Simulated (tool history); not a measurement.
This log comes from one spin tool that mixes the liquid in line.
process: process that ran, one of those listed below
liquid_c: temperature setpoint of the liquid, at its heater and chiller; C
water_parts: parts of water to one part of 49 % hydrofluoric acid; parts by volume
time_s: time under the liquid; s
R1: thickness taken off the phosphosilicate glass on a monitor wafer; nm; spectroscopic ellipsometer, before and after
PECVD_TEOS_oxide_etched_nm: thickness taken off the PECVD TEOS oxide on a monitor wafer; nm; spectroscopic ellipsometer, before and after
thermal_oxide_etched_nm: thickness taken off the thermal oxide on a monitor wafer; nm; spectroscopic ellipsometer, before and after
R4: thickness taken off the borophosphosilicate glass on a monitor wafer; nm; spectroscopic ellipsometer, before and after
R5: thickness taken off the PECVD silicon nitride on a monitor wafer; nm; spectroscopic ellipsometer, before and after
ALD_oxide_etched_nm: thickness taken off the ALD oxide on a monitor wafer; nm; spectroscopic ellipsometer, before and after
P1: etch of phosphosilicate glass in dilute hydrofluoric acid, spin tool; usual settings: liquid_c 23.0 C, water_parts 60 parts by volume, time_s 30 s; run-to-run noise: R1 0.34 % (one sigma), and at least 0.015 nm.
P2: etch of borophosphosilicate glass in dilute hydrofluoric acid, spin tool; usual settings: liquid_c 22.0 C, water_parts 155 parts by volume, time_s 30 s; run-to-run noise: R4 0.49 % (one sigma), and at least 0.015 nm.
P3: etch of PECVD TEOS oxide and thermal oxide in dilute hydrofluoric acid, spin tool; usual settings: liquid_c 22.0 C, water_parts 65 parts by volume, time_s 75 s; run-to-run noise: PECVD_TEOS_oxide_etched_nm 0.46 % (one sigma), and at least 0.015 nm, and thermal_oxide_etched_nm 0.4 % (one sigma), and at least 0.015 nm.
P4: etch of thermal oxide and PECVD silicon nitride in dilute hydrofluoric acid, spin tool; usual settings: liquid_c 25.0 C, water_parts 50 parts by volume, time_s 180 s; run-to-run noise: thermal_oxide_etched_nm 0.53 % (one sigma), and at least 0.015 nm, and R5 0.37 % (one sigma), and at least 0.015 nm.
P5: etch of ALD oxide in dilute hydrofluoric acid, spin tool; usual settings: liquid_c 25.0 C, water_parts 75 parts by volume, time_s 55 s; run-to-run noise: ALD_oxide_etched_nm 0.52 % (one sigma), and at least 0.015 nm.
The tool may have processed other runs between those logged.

{"run": 1, "day": 0.271, "process": "P1", "liquid_c": 23.0, "water_parts": 60, "time_s": 30, "R1": 48.776}
{"run": 2, "day": 0.571, "process": "P1", "liquid_c": 23.0, "water_parts": 25, "time_s": 30, "R1": 122.84}
{"run": 3, "day": 0.808, "process": "P3", "liquid_c": 22.0, "water_parts": 65, "time_s": 75, "PECVD_TEOS_oxide_etched_nm": 27.095, "thermal_oxide_etched_nm": 5.3419}
{"run": 4, "day": 1.108, "process": "P3", "liquid_c": 22.0, "water_parts": 65, "time_s": 25, "PECVD_TEOS_oxide_etched_nm": 8.9751, "thermal_oxide_etched_nm": 1.7559}
{"run": 5, "day": 1.383, "process": "P3", "liquid_c": 18.0, "water_parts": 65, "time_s": 75, "PECVD_TEOS_oxide_etched_nm": 22.887, "thermal_oxide_etched_nm": 4.508}
{"run": 6, "day": 1.55, "process": "P1", "liquid_c": 23.0, "water_parts": 60, "time_s": 30, "R1": 48.755}
{"run": 7, "day": 1.683, "process": "P3", "liquid_c": 22.0, "water_parts": 65, "time_s": 75, "PECVD_TEOS_oxide_etched_nm": 26.91, "thermal_oxide_etched_nm": 5.3195}
{"run": 8, "day": 1.929, "process": "P2", "liquid_c": 22.0, "water_parts": 65, "time_s": 30, "R4": 26.625}
{"run": 9, "day": 2.175, "process": "P1", "liquid_c": 23.0, "water_parts": 60, "time_s": 30, "R1": 48.736}
{"run": 10, "day": 2.362, "process": "P4", "liquid_c": 18.5, "water_parts": 50, "time_s": 180, "thermal_oxide_etched_nm": 13.976, "R5": 10.092}
{"run": 11, "day": 2.621, "process": "P1", "liquid_c": 23.0, "water_parts": 60, "time_s": 30, "R1": 48.545}
{"run": 12, "day": 2.779, "process": "P5", "liquid_c": 25.0, "water_parts": 75, "time_s": 15, "ALD_oxide_etched_nm": 6.9839}
{"run": 13, "day": 2.988, "process": "P5", "liquid_c": 29.0, "water_parts": 75, "time_s": 55, "ALD_oxide_etched_nm": 29.801}
{"run": 14, "day": 3.208, "process": "P1", "liquid_c": 23.0, "water_parts": 60, "time_s": 60, "R1": 97.794}
{"run": 15, "day": 3.496, "process": "P1", "liquid_c": 23.0, "water_parts": 60, "time_s": 30, "R1": 48.634}
{"run": 16, "day": 3.75, "process": "P5", "liquid_c": 25.0, "water_parts": 75, "time_s": 55, "ALD_oxide_etched_nm": 25.727}
{"run": 17, "day": 3.904, "process": "P1", "liquid_c": 29.5, "water_parts": 30, "time_s": 30, "R1": 132.22}
{"run": 18, "day": 4.071, "process": "P1", "liquid_c": 23.0, "water_parts": 110, "time_s": 30, "R1": 25.238}
{"run": 19, "day": 4.371, "process": "P2", "liquid_c": 22.0, "water_parts": 155, "time_s": 30, "R4": 10.112}
{"run": 20, "day": 4.529, "process": "P2", "liquid_c": 28.0, "water_parts": 155, "time_s": 30, "R4": 12.579}

Run 21 is up next; what results do you expect?
{"run": 21, "day": 4.675, "process": "P1", "liquid_c": 17.0, "water_parts": 60, "time_s": 30, "R1": "?"}

{"run 21": {"R1": 38.069}}
